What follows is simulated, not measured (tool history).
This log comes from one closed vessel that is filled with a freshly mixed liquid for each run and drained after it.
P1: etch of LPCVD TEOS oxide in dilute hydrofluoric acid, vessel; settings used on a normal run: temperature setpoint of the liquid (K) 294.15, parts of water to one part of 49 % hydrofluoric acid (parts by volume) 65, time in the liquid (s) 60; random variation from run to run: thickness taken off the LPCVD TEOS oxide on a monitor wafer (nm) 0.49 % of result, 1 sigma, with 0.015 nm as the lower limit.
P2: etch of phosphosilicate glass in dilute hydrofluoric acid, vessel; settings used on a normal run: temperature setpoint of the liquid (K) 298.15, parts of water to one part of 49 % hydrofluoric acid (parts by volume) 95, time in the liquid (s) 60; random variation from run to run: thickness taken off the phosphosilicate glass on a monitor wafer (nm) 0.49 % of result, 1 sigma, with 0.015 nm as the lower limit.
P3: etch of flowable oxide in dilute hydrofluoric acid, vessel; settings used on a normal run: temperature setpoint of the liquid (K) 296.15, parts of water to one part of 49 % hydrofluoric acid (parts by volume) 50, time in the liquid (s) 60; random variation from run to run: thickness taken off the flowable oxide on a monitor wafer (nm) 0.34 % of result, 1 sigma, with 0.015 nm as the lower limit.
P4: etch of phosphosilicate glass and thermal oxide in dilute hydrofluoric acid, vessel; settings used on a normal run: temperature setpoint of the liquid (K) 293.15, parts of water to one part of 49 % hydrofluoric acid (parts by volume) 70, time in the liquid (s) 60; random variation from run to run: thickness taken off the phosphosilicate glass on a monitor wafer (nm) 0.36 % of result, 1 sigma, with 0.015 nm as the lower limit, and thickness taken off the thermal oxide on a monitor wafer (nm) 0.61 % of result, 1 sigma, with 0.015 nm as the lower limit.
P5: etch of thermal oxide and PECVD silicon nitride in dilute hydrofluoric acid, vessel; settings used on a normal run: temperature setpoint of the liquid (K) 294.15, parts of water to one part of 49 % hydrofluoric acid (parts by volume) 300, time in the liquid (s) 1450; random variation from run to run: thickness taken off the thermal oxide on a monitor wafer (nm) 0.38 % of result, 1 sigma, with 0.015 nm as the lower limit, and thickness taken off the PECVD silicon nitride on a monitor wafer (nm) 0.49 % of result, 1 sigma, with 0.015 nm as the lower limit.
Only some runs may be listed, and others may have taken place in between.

run	hour	process that ran	temperature setpoint of the liquid (K)	parts of water to one part of 49 % hydrofluoric acid (parts by volume)	time in the liquid (s)	hours since the thermometer was replaced	hours since the hydrofluoric acid flow meter was replaced	thickness taken off the LPCVD TEOS oxide on a monitor wafer (nm)	thickness taken off the flowable oxide on a monitor wafer (nm)	thickness taken off the phosphosilicate glass on a monitor wafer (nm)	thickness taken off the thermal oxide on a monitor wafer (nm)	thickness taken off the PECVD silicon nitride on a monitor wafer (nm)
1	11.5	P1	294.15	65	60	560.3	453.0	22.9630				
2	19.7	P1	294.15	65	60	568.5	461.2	22.7800				
3	36.9	P1	294.15	65	60	585.7	478.4	22.9380				
4	48.7	P3	296.15	30	60	597.5	490.2		78.496			
5	58.4	P2	298.15	95	30	607.2	499.9			35.641		
6	74.6	P2	291.65	95	60	623.4	516.1			54.759		
7	89.0	P2	298.15	95	60	637.8	530.5			71.600		
8	103.5	P5	294.15	300	1450	652.3	545.0				16.3950	6.8342
9	120.3	P1	294.15	85	30	669.1	561.8	8.6012				
10	129.5	P1	294.15	20	60	678.3	571.0	78.4520				
11	146.6	P1	294.15	100	60	695.4	588.1	14.2540				
12	164.6	P1	300.65	65	60	713.4	606.1	29.8610				
13	179.8	P5	290.15	300	1450	728.6	621.3				14.2120	5.2978
14	196.3	P4	293.15	70	30	745.1	637.8			44.322	1.7856	
15	206.0	P3	296.15	50	60	754.8	647.5		46.170			
16	214.9	P5	294.15	480	1450	763.7	656.4				8.7815	4.2956
17	223.1	P1	294.15	65	60	771.9	664.6	22.9720				
18	236.6	P1	294.15	65	60	785.4	678.1	22.8500				
19	246.2	P1	294.15	65	60	795.0	687.7	22.8340				
20	258.9	P1	294.15	65	85	807.7	700.4	32.7570				
21	275.3	P3	296.15	50	30	824.1	716.8		23.015			
22	284.7	P4	290.15	70	60	833.5	726.2			77.345	3.0977	
23	301.8	P5	294.15	300	1450	850.6	743.3				16.4240	6.7600
24	314.4	P2	298.15	20	60	863.2	755.9			373.640		
25	329.2	P4	293.15	70	60	878.0	770.7			88.562	3.5864	
26	339.0	P3	300.65	50	60	887.8	780.5		55.227			
27	351.7	P1	294.15	65	60	900.5	793.2	22.9070				
28	361.8	P1	294.15	65	30	910.6	803.3	11.4820				
29	373.7	P4	293.15	115	60	922.5	815.2			51.162	2.0396	
30	385.3	P5	294.15	300	2630	934.1	826.8				29.7100	12.3740
31	399.8	P1	298.15	65	30	948.6	841.3	13.6160				
32	413.3	P4	293.15	70	60	962.1	854.8			87.491	3.5020	
33	422.4	P1	290.15	65	60	971.2	863.9	19.2760				
34	435.2	P1	294.15	20	30	984.0	876.7	39.3540				
35	453.4	P2	298.15	95	60	1002.2	894.9			71.785		
36	463.2	P1	294.15	65	60	1012.0	904.7	22.9860				
37	471.5	P1	294.15	65	60	1020.3	913.0	22.4940				
38	479.4	P1	294.15	65	60	1028.2	920.9	22.2020				
39	497.5	P1	294.15	65	60	1046.3	939.0	21.7310				
40	508.6	P1	294.15	65	60	1057.4	950.1	21.6120				
41	524.2	P1	294.15	65	60	1073.0	965.7	21.4100				
42	541.2	P1	294.15	65	60	1090.0	982.7	21.2850				
43	557.1	P1	294.15	65	60	1105.9	998.6	21.3450				

P1 has crept away from where it was. The log is fitted equally well by each of these 2 causes, at the sizes shown:
A: liquid colder than its thermometer reads (K) = 1.71
B: hydrofluoric acid flow below the setpoint (%) = 6.41
The process output started creeping at around hour 463.2.

Consider the 4 single-wafer check runs listed below, results given as question marks: which one distinguishes between the causes by giving clearly different results for each?
check 1	573.0	P5	294.15	300	1450						?	?
check 2	573.0	P2	298.15	95	60					?		
check 3	573.0	P4	293.15	70	60					?	?	
check 4	573.0	P3	296.15	50	60				?			

Expected result of each check under each candidate cause:
check	result	if A	if B
check 1	thickness taken off the thermal oxide on a monitor wafer (nm)	15.4060	15.0630
check 1	thickness taken off the PECVD silicon nitride on a monitor wafer (nm)	6.1143	6.3897
check 2	thickness taken off the phosphosilicate glass on a monitor wafer (nm)	66.806	66.368
check 3	thickness taken off the phosphosilicate glass on a monitor wafer (nm)	81.961	81.992
check 3	thickness taken off the thermal oxide on a monitor wafer (nm)	3.3027	3.3040
check 4	thickness taken off the flowable oxide on a monitor wafer (nm)	42.891	42.927
Separation of the two closest causes in each check, using whichever result separates them best: check 1 4.4 %; check 2 0.66 %; check 3 0.04 %; check 4 0.08 %
Check 1 distinguishes between the causes, while the remaining checks would return nearly the same result for all of them.

Running check 1 produced the following: thickness taken off the thermal oxide on a monitor wafer (nm) 15.3080; thickness taken off the PECVD silicon nitride on a monitor wafer (nm) 6.1446. Which one of the listed causes fits?

The cause is A: liquid colder than its thermometer reads (K).

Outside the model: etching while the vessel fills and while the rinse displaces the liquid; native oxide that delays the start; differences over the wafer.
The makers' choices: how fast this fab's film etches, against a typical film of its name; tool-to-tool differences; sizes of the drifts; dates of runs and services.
